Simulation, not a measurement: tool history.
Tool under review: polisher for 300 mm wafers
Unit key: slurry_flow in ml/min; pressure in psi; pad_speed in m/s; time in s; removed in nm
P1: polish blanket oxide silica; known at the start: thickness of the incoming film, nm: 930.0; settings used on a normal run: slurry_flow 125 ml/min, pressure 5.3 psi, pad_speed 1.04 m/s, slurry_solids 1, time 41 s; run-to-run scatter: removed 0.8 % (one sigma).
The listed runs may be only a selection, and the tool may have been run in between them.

run     day  slurry_flow  pressure  pad_speed  slurry_solids  time  wafers polished on this pad  hours since the slurry nozzle was cleaned  hours since the head pressure was calibrated  hours since the slurry blender was calibrated  hours since the conditioning disc was replaced  removed
  1   0.262          125       5.3       1.04              1    41                          816                                        140                                         294.8                                           49.5                                           204.5   172.92
  2    0.65          125       6.6       1.04            1.2    41                          920                                      149.3                                         304.1                                           58.8                                           213.8   229.97
  3   1.138          125       5.3       1.04              1    19                         1051                                        161                                         315.8                                           70.5                                           225.5   79.599
  4   1.579          125       5.3       0.46              1    41                         1170                                      171.6                                         326.4                                           81.1                                           236.1   89.749
  5   1.879          125       5.3       1.04              1    41                         1251                                      178.8                                         333.6                                           88.3                                           243.3   168.91
  6     2.4          125       7.5       1.52              1    41                         1391                                      191.3                                         346.1                                          100.8                                           255.8   329.67
  7   2.967          125       5.3       1.04           1.25    41                         1544                                      204.9                                         359.7                                          114.4                                           269.4   187.75
  8    3.55          125       5.3       1.04              1    56                         1701                                      218.9                                         373.7                                          128.4                                           283.4   232.98
  9    4.15          125       5.3       1.04              1    41                         1862                                      233.3                                         388.1                                          142.8                                           297.8   169.12
      4.308  -- worn pad replaced by a new one
 10   4.604          195       5.3       1.04              1    41                           80                                      244.2                                           399                                          153.7                                           308.7   182.93
 11   4.871           80       5.3       1.04              1    41                          152                                      250.6                                         405.4                                          160.1                                           315.1    152.5
 12   5.338          125       5.3       1.04              1    41                          277                                      261.8                                         416.6                                          171.3                                           326.3   169.09
      5.479  -- conditioning disc replaced and pad reconditioned
 13   5.788          125       5.3       1.04            0.8    41                          398                                      272.6                                         427.4                                          182.1                                             7.5   152.48
 14   6.092          125       5.3       1.04              1    41                          480                                      279.9                                         434.7                                          189.4                                            14.8   171.09
 15   6.625          125       2.4       1.04              1    41                          624                                      292.7                                         447.5                                          202.2                                            27.6   77.722
 16   7.125          125       8.4       1.04              1    41                          758                                      304.7                                         459.5                                          214.2                                            39.6   268.13
 17   7.725          125       5.3       1.62              1    41                          920                                      319.1                                         473.9                                          228.6                                              54   242.54
 18   8.133          125       5.3       1.04              1    41                         1030                                      328.9                                         483.7                                          238.4                                            63.8   169.96
 19   8.646          125       5.3       1.04              1    41                         1168                                      341.2                                           496                                          250.7                                            76.1   164.23
 20   8.996          125       5.3       1.04              1    41                         1262                                      349.6                                         504.4                                          259.1                                            84.5   163.21
 21   9.567          125       5.3       1.04              1    41                         1415                                      363.3                                         518.1                                          272.8                                            98.2    159.1
      9.908  -- worn pad replaced by a new one
 22  10.171          125       5.3       1.04              1    41                           70                                      377.8                                         532.6                                          287.3                                           112.7   157.57
     10.354  -- conditioning disc replaced and pad reconditioned
     10.538  -- head pressure recalibrated
 23   10.75          125       5.3       1.04              1    41                          226                                      391.7                                           5.1                                          301.2                                             9.6   154.94
 24  11.154          125       5.3       1.04              1    41                          335                                      401.4                                          14.8                                          310.9                                            19.3   155.32
 25  11.646          125       5.3       1.04              1    41                          467                                      413.2                                          26.6                                          322.7                                            31.1   157.46

P1 no longer gives what it gave before; its output has crept away from where it was. The following 2 causes, each at its listed size, fit the log equally well:
A: slurry flow missing at the pad, % = 32.6
B: abrasive missing from the slurry, % = 18.1
The gradual shift began around day 8.133.
Why every other cause is out:
removal rate lost through wear of the pad, %: serviced after onset, at day 9.908, with no recovery of the prior output
head's pressure below its setpoint, %: serviced after onset, at day 10.538, with no recovery of the prior output
time polished since the conditioner stopped cutting, s: serviced after onset, at day 10.354, with no recovery of the prior output

Of the 4 check runs below, each run on 5 wafers with the results averaged and each result still a question mark, which one would tell the listed causes apart?
check 1  12.138          125       5.3       0.76              1    22                                                                                                                                                                                                                             ?
check 2  12.138          190       5.3       1.04              1    41                                                                                                                                                                                                                             ?
check 3  12.138          125       2.6       1.04              1    41                                                                                                                                                                                                                             ?
check 4  12.138          125       7.1       1.04              1    41                                                                                                                                                                                                                             ?

Predicted outcomes, by check and by cause:
  check   result    if A    if B
check 1  removed  64.827  64.839
check 2  removed  171.73  166.64
check 3  removed  76.171  76.185
check 4  removed     208  208.04
Gap, in per cent, between the two causes that each check separates least, read from the result that separates them most: check 1 0.02 %; check 2 3.01 %; check 3 0.02 %; check 4 0.02 %
Check 2 tells the causes apart: in the others they would give nearly the same result.

Here is what check 2 returned: removed 166.37 nm. Which cause is it?

It was cause B: abrasive missing from the slurry, %.

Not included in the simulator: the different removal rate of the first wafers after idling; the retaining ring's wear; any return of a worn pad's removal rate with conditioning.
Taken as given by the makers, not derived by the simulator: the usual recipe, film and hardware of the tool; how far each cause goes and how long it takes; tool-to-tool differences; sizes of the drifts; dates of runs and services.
